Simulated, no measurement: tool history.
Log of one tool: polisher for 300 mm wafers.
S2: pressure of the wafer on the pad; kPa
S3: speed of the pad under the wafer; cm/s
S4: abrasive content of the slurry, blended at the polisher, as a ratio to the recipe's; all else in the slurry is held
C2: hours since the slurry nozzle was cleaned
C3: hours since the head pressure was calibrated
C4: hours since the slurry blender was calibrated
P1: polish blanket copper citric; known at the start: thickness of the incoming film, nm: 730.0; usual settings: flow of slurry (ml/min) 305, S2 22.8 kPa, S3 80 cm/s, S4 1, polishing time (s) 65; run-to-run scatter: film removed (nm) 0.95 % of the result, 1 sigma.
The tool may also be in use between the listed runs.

Run 1, hour 11.9: flow of slurry (ml/min) 305, S2 22.8 kPa, S3 80 cm/s, S4 1, polishing time (s) 65; wafers polished on this pad 535; C2 275.9; C3 272.4; C4 349.4. Result: film removed (nm) 108.55.
Run 2, hour 24: flow of slurry (ml/min) 305, S2 22.8 kPa, S3 80 cm/s, S4 1, polishing time (s) 65; wafers polished on this pad 696; C2 288; C3 284.5; C4 361.5. Result: film removed (nm) 110.09.
Run 3, hour 31.4: flow of slurry (ml/min) 305, S2 22.8 kPa, S3 80 cm/s, S4 1.35, polishing time (s) 65; wafers polished on this pad 794; C2 295.4; C3 291.9; C4 368.9. Result: film removed (nm) 115.99.
Run 4, hour 45.3: flow of slurry (ml/min) 305, S2 22.8 kPa, S3 122 cm/s, S4 1, polishing time (s) 65; wafers polished on this pad 980; C2 309.3; C3 305.8; C4 382.8. Result: film removed (nm) 160.15.
Run 5, hour 54: flow of slurry (ml/min) 305, S2 22.8 kPa, S3 80 cm/s, S4 1, polishing time (s) 65; wafers polished on this pad 1096; C2 318; C3 314.5; C4 391.5. Result: film removed (nm) 108.06.
Run 6, hour 64.2: flow of slurry (ml/min) 305, S2 22.8 kPa, S3 80 cm/s, S4 1, polishing time (s) 65; wafers polished on this pad 1232; C2 328.2; C3 324.7; C4 401.7. Result: film removed (nm) 108.13.
Run 7, hour 77.9: flow of slurry (ml/min) 305, S2 22.8 kPa, S3 80 cm/s, S4 0.55, polishing time (s) 65; wafers polished on this pad 1414; C2 341.9; C3 338.4; C4 415.4. Result: film removed (nm) 96.271.
Run 8, hour 85.9: flow of slurry (ml/min) 420, S2 22.8 kPa, S3 80 cm/s, S4 1, polishing time (s) 65; wafers polished on this pad 1521; C2 349.9; C3 346.4; C4 423.4. Result: film removed (nm) 111.17.
Run 9, hour 96.3: flow of slurry (ml/min) 305, S2 22.8 kPa, S3 80 cm/s, S4 1, polishing time (s) 65; wafers polished on this pad 1659; C2 360.3; C3 356.8; C4 433.8. Result: film removed (nm) 107.93.
At hour 96.6: head pressure recalibrated.
Run 10, hour 106.8: flow of slurry (ml/min) 305, S2 22.8 kPa, S3 80 cm/s, S4 1, polishing time (s) 29; wafers polished on this pad 1799; C2 370.8; C3 10.2; C4 444.3. Result: film removed (nm) 48.646.
Run 11, hour 116.9: flow of slurry (ml/min) 185, S2 22.8 kPa, S3 80 cm/s, S4 1, polishing time (s) 65; wafers polished on this pad 1934; C2 380.9; C3 20.3; C4 454.4. Result: film removed (nm) 101.68.
Run 12, hour 128.5: flow of slurry (ml/min) 305, S2 32.4 kPa, S3 80 cm/s, S4 1, polishing time (s) 89; wafers polished on this pad 2088; C2 392.5; C3 31.9; C4 466. Result: film removed (nm) 207.92.
Run 13, hour 138.1: flow of slurry (ml/min) 305, S2 22.8 kPa, S3 80 cm/s, S4 1, polishing time (s) 65; wafers polished on this pad 2216; C2 402.1; C3 41.5; C4 475.6. Result: film removed (nm) 110.05.
Run 14, hour 149.1: flow of slurry (ml/min) 305, S2 22.8 kPa, S3 80 cm/s, S4 1, polishing time (s) 91; wafers polished on this pad 2363; C2 413.1; C3 52.5; C4 486.6. Result: film removed (nm) 153.12.
Run 15, hour 161.8: flow of slurry (ml/min) 305, S2 22.8 kPa, S3 80 cm/s, S4 1, polishing time (s) 65; wafers polished on this pad 2532; C2 425.8; C3 65.2; C4 499.3. Result: film removed (nm) 107.59.
Run 16, hour 169: flow of slurry (ml/min) 305, S2 22.8 kPa, S3 42 cm/s, S4 1, polishing time (s) 65; wafers polished on this pad 2628; C2 433; C3 72.4; C4 506.5. Result: film removed (nm) 58.759.
Run 17, hour 178.6: flow of slurry (ml/min) 305, S2 22.8 kPa, S3 106 cm/s, S4 0.6, polishing time (s) 65; wafers polished on this pad 2756; C2 442.6; C3 82; C4 516.1. Result: film removed (nm) 127.86.
Run 18, hour 189.5: flow of slurry (ml/min) 305, S2 10.3 kPa, S3 80 cm/s, S4 1, polishing time (s) 65; wafers polished on this pad 2901; C2 453.5; C3 92.9; C4 527. Result: film removed (nm) 50.331.
Run 19, hour 198.6: flow of slurry (ml/min) 305, S2 31.7 kPa, S3 80 cm/s, S4 1, polishing time (s) 65; wafers polished on this pad 3023; C2 462.6; C3 102; C4 536.1. Result: film removed (nm) 149.58.
Run 20, hour 208.3: flow of slurry (ml/min) 305, S2 22.8 kPa, S3 80 cm/s, S4 1, polishing time (s) 65; wafers polished on this pad 3152; C2 472.3; C3 111.7; C4 545.8. Result: film removed (nm) 109.21.
Run 21, hour 215.3: flow of slurry (ml/min) 305, S2 22.8 kPa, S3 80 cm/s, S4 1, polishing time (s) 65; wafers polished on this pad 3245; C2 479.3; C3 118.7; C4 552.8. Result: film removed (nm) 106.76.
Run 22, hour 229.4: flow of slurry (ml/min) 305, S2 22.8 kPa, S3 80 cm/s, S4 1, polishing time (s) 65; wafers polished on this pad 3433; C2 493.4; C3 132.8; C4 566.9. Result: film removed (nm) 105.59.
Run 23, hour 237.6: flow of slurry (ml/min) 305, S2 22.8 kPa, S3 80 cm/s, S4 1, polishing time (s) 65; wafers polished on this pad 3542; C2 501.6; C3 141; C4 575.1. Result: film removed (nm) 106.01.
At hour 240.3: worn pad replaced by a new one.
At hour 245.2: slurry blender recalibrated.
Run 24, hour 246.3: flow of slurry (ml/min) 305, S2 22.8 kPa, S3 80 cm/s, S4 1, polishing time (s) 65; wafers polished on this pad 80; C2 510.3; C3 149.7; C4 1.1. Result: film removed (nm) 102.99.
Run 25, hour 257.5: flow of slurry (ml/min) 305, S2 22.8 kPa, S3 80 cm/s, S4 1, polishing time (s) 65; wafers polished on this pad 229; C2 521.5; C3 160.9; C4 12.3. Result: film removed (nm) 103.91.
Run 26, hour 266.7: flow of slurry (ml/min) 305, S2 22.8 kPa, S3 80 cm/s, S4 1, polishing time (s) 65; wafers polished on this pad 352; C2 530.7; C3 170.1; C4 21.5. Result: film removed (nm) 102.26.
Run 27, hour 279.1: flow of slurry (ml/min) 305, S2 22.8 kPa, S3 80 cm/s, S4 1, polishing time (s) 65; wafers polished on this pad 517; C2 543.1; C3 182.5; C4 33.9. Result: film removed (nm) 102.46.

What P1 gives has crept away from where it was. These 2 causes fit the log equally well, each at the size given:
A: slurry flow missing at the pad, % = 37.6
B: head's pressure below its setpoint, % = 5.28
The creep began at about hour 208.3.
Why every other cause is out:
removal rate lost through wear of the pad, %: serviced at hour 240.3, which brought nothing back
abrasive missing from the slurry, %: serviced at hour 245.2, which brought nothing back

4 check runs are offered, each on 5 wafers whose results are averaged, their results left as question marks. Which one tells the causes apart?
Run check 1, hour 291.5: flow of slurry (ml/min) 305, S2 22.8 kPa, S3 80 cm/s, S4 0.8, polishing time (s) 65. Result: film removed (nm) ?.
Run check 2, hour 291.5: flow of slurry (ml/min) 185, S2 22.8 kPa, S3 80 cm/s, S4 1, polishing time (s) 65. Result: film removed (nm) ?.
Run check 3, hour 291.5: flow of slurry (ml/min) 305, S2 11 kPa, S3 80 cm/s, S4 0.55, polishing time (s) 65. Result: film removed (nm) ?.
Run check 4, hour 291.5: flow of slurry (ml/min) 305, S2 22.8 kPa, S3 80 cm/s, S4 0.55, polishing time (s) 65. Result: film removed (nm) ?.

What each check would give under each cause:
  check             result    if A    if B
check 1  film removed (nm)  98.239  98.231
check 2  film removed (nm)  94.311  97.307
check 3  film removed (nm)   45.41  45.475
check 4  film removed (nm)  91.023  91.015
How far apart the two closest causes lie, in the result that separates them most: check 1 0.01 %; check 2 3.13 %; check 3 0.14 %; check 4 0.01 %
Check 2 tells the causes apart: in the others they would give nearly the same result.

Check 2 was then run and gave: film removed (nm) 94.06. Which cause is it?

It is A: slurry flow missing at the pad, %.
